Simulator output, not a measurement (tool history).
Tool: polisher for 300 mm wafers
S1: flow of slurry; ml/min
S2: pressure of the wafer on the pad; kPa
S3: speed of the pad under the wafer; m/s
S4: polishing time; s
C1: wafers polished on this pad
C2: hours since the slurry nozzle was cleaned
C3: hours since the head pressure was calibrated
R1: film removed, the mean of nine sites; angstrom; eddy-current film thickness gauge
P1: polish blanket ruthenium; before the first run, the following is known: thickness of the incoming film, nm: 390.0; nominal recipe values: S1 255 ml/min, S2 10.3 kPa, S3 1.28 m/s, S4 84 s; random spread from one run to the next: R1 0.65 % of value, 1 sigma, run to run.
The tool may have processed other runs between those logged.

run	hour	S1	S2	S3	S4	C1	C2	C3	R1
1	3.5	255	10.3	1.28	84	520	245.9	199.6	845.78
2	9.9	255	15.2	1.28	84	584	252.3	206	1258.1
# hour 11: head pressure recalibrated
3	15	255	10.3	1.28	84	636	257.4	4	858.87
4	22.3	345	5.5	1.28	84	709	264.7	11.3	471.67
5	29.4	255	10.3	1.28	112	780	271.8	18.4	1140.4
6	35.9	255	10.3	1.94	84	846	278.3	24.9	1284.2
7	40.7	255	10.3	1.28	84	894	283.1	29.7	856.89
8	46.5	255	10.3	0.58	84	952	288.9	35.5	389.46
9	49.9	350	10.3	1.28	84	986	292.3	38.9	882.97
10	53.3	255	10.3	1.28	44	1020	295.7	42.3	450.42
11	57.5	255	10.3	1.28	84	1063	299.9	46.5	865.72
12	62.3	155	10.3	1.28	84	1111	304.7	51.3	798.28
13	67.5	255	6.2	1.28	84	1163	309.9	56.5	515.47

Run 14 comes next. What will it give?
14	71.5	255	10.3	1.28	84	1203	313.9	60.5	?

R1: 855.97 angstrom

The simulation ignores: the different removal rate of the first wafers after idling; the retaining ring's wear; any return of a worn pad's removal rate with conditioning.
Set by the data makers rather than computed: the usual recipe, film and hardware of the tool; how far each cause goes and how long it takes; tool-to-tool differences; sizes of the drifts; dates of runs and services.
